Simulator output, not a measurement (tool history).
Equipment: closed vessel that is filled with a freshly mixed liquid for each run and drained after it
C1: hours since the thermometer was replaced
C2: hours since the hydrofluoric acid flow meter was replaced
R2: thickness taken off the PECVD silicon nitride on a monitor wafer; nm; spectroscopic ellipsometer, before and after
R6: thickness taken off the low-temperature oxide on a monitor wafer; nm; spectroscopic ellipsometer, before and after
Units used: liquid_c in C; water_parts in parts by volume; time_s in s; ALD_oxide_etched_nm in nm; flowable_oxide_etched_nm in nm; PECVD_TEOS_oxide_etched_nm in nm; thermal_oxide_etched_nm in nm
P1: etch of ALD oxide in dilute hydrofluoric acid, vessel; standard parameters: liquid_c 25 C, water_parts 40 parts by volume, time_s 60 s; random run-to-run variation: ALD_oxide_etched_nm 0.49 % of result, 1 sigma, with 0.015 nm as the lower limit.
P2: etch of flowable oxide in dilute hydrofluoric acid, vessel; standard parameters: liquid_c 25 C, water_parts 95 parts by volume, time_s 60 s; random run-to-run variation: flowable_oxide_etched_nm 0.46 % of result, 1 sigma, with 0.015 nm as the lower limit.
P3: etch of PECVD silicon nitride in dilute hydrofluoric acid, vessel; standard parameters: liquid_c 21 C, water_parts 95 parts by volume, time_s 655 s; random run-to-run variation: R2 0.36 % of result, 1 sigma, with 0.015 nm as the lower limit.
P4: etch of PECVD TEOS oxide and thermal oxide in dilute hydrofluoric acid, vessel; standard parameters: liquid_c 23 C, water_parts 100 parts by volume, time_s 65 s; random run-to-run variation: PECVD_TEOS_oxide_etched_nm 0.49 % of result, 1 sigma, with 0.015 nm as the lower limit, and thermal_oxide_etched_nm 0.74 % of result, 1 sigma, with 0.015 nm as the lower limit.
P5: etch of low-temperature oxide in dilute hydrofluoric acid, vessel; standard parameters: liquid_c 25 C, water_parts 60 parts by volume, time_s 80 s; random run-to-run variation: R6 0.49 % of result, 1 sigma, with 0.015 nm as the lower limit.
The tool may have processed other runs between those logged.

Run 1, hour 4.4: process P1, liquid_c 25 C, water_parts 40 parts by volume, time_s 60 s; C1 1846.5; C2 639.5. Result: ALD_oxide_etched_nm 30.012 nm.
Run 2, hour 7.5: process P1, liquid_c 25 C, water_parts 40 parts by volume, time_s 60 s; C1 1849.6; C2 642.6. Result: ALD_oxide_etched_nm 30.072 nm.
Run 3, hour 11.2: process P1, liquid_c 33 C, water_parts 40 parts by volume, time_s 60 s; C1 1853.3; C2 646.3. Result: ALD_oxide_etched_nm 41.211 nm.
Run 4, hour 14.9: process P3, liquid_c 25 C, water_parts 95 parts by volume, time_s 655 s; C1 1857; C2 650. Result: R2 12.844 nm.
Run 5, hour 19.4: process P2, liquid_c 25 C, water_parts 95 parts by volume, time_s 90 s; C1 1861.5; C2 654.5. Result: flowable_oxide_etched_nm 61.963 nm.
Run 6, hour 23.3: process P2, liquid_c 25 C, water_parts 95 parts by volume, time_s 60 s; C1 1865.4; C2 658.4. Result: flowable_oxide_etched_nm 41.223 nm.
Run 7, hour 28.1: process P4, liquid_c 23 C, water_parts 100 parts by volume, time_s 100 s; C1 1870.2; C2 663.2. Result: PECVD_TEOS_oxide_etched_nm 27.02 nm, thermal_oxide_etched_nm 4.5528 nm.
Run 8, hour 30.7: process P1, liquid_c 31 C, water_parts 25 parts by volume, time_s 60 s; C1 1872.8; C2 665.8. Result: ALD_oxide_etched_nm 62.24 nm.
Run 9, hour 35.3: process P1, liquid_c 25 C, water_parts 40 parts by volume, time_s 30 s; C1 1877.4; C2 670.4. Result: ALD_oxide_etched_nm 14.896 nm.
Run 10, hour 40: process P2, liquid_c 25 C, water_parts 95 parts by volume, time_s 60 s; C1 1882.1; C2 675.1. Result: flowable_oxide_etched_nm 41.345 nm.
Run 11, hour 43: process P1, liquid_c 25 C, water_parts 40 parts by volume, time_s 60 s; C1 1885.1; C2 678.1. Result: ALD_oxide_etched_nm 29.673 nm.
Run 12, hour 45.7: process P1, liquid_c 25 C, water_parts 40 parts by volume, time_s 100 s; C1 1887.8; C2 680.8. Result: ALD_oxide_etched_nm 50.243 nm.
Run 13, hour 50.6: process P4, liquid_c 23 C, water_parts 100 parts by volume, time_s 65 s; C1 1892.7; C2 685.7. Result: PECVD_TEOS_oxide_etched_nm 17.737 nm, thermal_oxide_etched_nm 2.9532 nm.
Run 14, hour 54.8: process P3, liquid_c 21 C, water_parts 95 parts by volume, time_s 155 s; C1 1896.9; C2 689.9. Result: R2 2.3814 nm.
Run 15, hour 58.9: process P5, liquid_c 25 C, water_parts 95 parts by volume, time_s 80 s; C1 1901; C2 694. Result: R6 22.343 nm.
Run 16, hour 61.2: process P5, liquid_c 25 C, water_parts 60 parts by volume, time_s 80 s; C1 1903.3; C2 696.3. Result: R6 37.254 nm.
Run 17, hour 63.5: process P4, liquid_c 31.5 C, water_parts 100 parts by volume, time_s 65 s; C1 1905.6; C2 698.6. Result: PECVD_TEOS_oxide_etched_nm 24.56 nm, thermal_oxide_etched_nm 4.1376 nm.
Run 18, hour 65.7: process P2, liquid_c 30 C, water_parts 95 parts by volume, time_s 60 s; C1 1907.8; C2 700.8. Result: flowable_oxide_etched_nm 50.392 nm.
Run 19, hour 69.2: process P1, liquid_c 25 C, water_parts 40 parts by volume, time_s 60 s; C1 1911.3; C2 704.3. Result: ALD_oxide_etched_nm 29.8 nm.
Run 20, hour 72.7: process P1, liquid_c 17 C, water_parts 40 parts by volume, time_s 60 s; C1 1914.8; C2 707.8. Result: ALD_oxide_etched_nm 21.345 nm.
Run 21, hour 77: process P5, liquid_c 25 C, water_parts 60 parts by volume, time_s 120 s; C1 1919.1; C2 712.1. Result: R6 56.288 nm.
Run 22, hour 81.5: process P4, liquid_c 23 C, water_parts 35 parts by volume, time_s 65 s; C1 1923.6; C2 716.6. Result: PECVD_TEOS_oxide_etched_nm 54.466 nm, thermal_oxide_etched_nm 9.1938 nm.
Run 23, hour 85.9: process P4, liquid_c 23 C, water_parts 100 parts by volume, time_s 65 s; C1 1928; C2 721. Result: PECVD_TEOS_oxide_etched_nm 17.63 nm, thermal_oxide_etched_nm 2.9803 nm.
Run 24, hour 89: process P3, liquid_c 21 C, water_parts 95 parts by volume, time_s 655 s; C1 1931.1; C2 724.1. Result: R2 9.9538 nm.
Run 25, hour 91.3: process P3, liquid_c 21 C, water_parts 95 parts by volume, time_s 655 s; C1 1933.4; C2 726.4. Result: R2 9.9607 nm.
Run 26, hour 93.5: process P2, liquid_c 25 C, water_parts 30 parts by volume, time_s 60 s; C1 1935.6; C2 728.6. Result: flowable_oxide_etched_nm 143.36 nm.
Run 27, hour 96.8: process P1, liquid_c 25 C, water_parts 40 parts by volume, time_s 60 s; C1 1938.9; C2 731.9. Result: ALD_oxide_etched_nm 29.95 nm.
Run 28, hour 101.3: process P5, liquid_c 21 C, water_parts 60 parts by volume, time_s 80 s; C1 1943.4; C2 736.4. Result: R6 31.796 nm.
Run 29, hour 104.8: process P1, liquid_c 25 C, water_parts 20 parts by volume, time_s 60 s; C1 1946.9; C2 739.9. Result: ALD_oxide_etched_nm 61.324 nm.
Run 30, hour 107: process P3, liquid_c 21 C, water_parts 35 parts by volume, time_s 655 s; C1 1949.1; C2 742.1. Result: R2 26.261 nm.
Run 31, hour 111.7: process P1, liquid_c 25 C, water_parts 55 parts by volume, time_s 60 s; C1 1953.8; C2 746.8. Result: ALD_oxide_etched_nm 21.279 nm.
Run 32, hour 114.2: process P1, liquid_c 25 C, water_parts 40 parts by volume, time_s 60 s; C1 1956.3; C2 749.3. Result: ALD_oxide_etched_nm 29.8 nm.
Run 33, hour 117.6: process P1, liquid_c 25 C, water_parts 40 parts by volume, time_s 60 s; C1 1959.7; C2 752.7. Result: ALD_oxide_etched_nm 29.797 nm.
Run 34, hour 120.5: process P1, liquid_c 25 C, water_parts 40 parts by volume, time_s 60 s; C1 1962.6; C2 755.6. Result: ALD_oxide_etched_nm 29.465 nm.
Run 35, hour 125: process P1, liquid_c 25 C, water_parts 40 parts by volume, time_s 60 s; C1 1967.1; C2 760.1. Result: ALD_oxide_etched_nm 28.807 nm.
Run 36, hour 127.8: process P1, liquid_c 25 C, water_parts 40 parts by volume, time_s 60 s; C1 1969.9; C2 762.9. Result: ALD_oxide_etched_nm 28.734 nm.
Run 37, hour 132.7: process P1, liquid_c 25 C, water_parts 40 parts by volume, time_s 60 s; C1 1974.8; C2 767.8. Result: ALD_oxide_etched_nm 28.774 nm.
Run 38, hour 137.2: process P1, liquid_c 25 C, water_parts 40 parts by volume, time_s 60 s; C1 1979.3; C2 772.3. Result: ALD_oxide_etched_nm 28.559 nm.
Run 39, hour 140: process P1, liquid_c 25 C, water_parts 40 parts by volume, time_s 60 s; C1 1982.1; C2 775.1. Result: ALD_oxide_etched_nm 28.666 nm.
Run 40, hour 144.5: process P1, liquid_c 25 C, water_parts 40 parts by volume, time_s 60 s; C1 1986.6; C2 779.6. Result: ALD_oxide_etched_nm 28.317 nm.
Run 41, hour 149: process P1, liquid_c 25 C, water_parts 40 parts by volume, time_s 60 s; C1 1991.1; C2 784.1. Result: ALD_oxide_etched_nm 28.142 nm.
Run 42, hour 153.8: process P1, liquid_c 25 C, water_parts 40 parts by volume, time_s 60 s; C1 1995.9; C2 788.9. Result: ALD_oxide_etched_nm 28.249 nm.
Run 43, hour 156.1: process P1, liquid_c 25 C, water_parts 40 parts by volume, time_s 60 s; C1 1998.2; C2 791.2. Result: ALD_oxide_etched_nm 28.253 nm.
Run 44, hour 160.9: process P1, liquid_c 25 C, water_parts 40 parts by volume, time_s 60 s; C1 2003; C2 796. Result: ALD_oxide_etched_nm 28.323 nm.

Something has made what P1 gives creep away from where it was; the 2 causes below, each at its own stated size, fit the log equally well:
A: liquid colder than its thermometer reads (K) = 1.43
B: hydrofluoric acid flow below the setpoint (%) = 5.43
Onset of the creep was near hour 117.6.

Each of the 4 check runs below uses one wafer; its results are left as question marks. Which run tells the causes apart?
Run check 1, hour 165.7: process P4, liquid_c 23 C, water_parts 100 parts by volume, time_s 65 s. Result: PECVD_TEOS_oxide_etched_nm ?, thermal_oxide_etched_nm ?.
Run check 2, hour 165.7: process P5, liquid_c 25 C, water_parts 60 parts by volume, time_s 80 s. Result: R6 ?.
Run check 3, hour 165.7: process P3, liquid_c 21 C, water_parts 95 parts by volume, time_s 655 s. Result: R2 ?.
Run check 4, hour 165.7: process P2, liquid_c 25 C, water_parts 95 parts by volume, time_s 60 s. Result: flowable_oxide_etched_nm ?.

Check results expected under each cause:
  check                      result    if A    if B
check 1  PECVD_TEOS_oxide_etched_nm  16.714  16.628
check 1     thermal_oxide_etched_nm  2.7905  2.7762
check 2                          R6  35.288  35.208
check 3                          R2  9.0068     9.4
check 4    flowable_oxide_etched_nm   38.98  38.749
Gap, in per cent, between the two causes that each check separates least, read from the result that separates them most: check 1 0.51 %; check 2 0.23 %; check 3 4.27 %; check 4 0.59 %
Check 3 tells the causes apart: in the others they would give nearly the same result.

Then check 3 was run and gave: R2 9.384 nm. Which cause is it?

It is B: hydrofluoric acid flow below the setpoint (%).
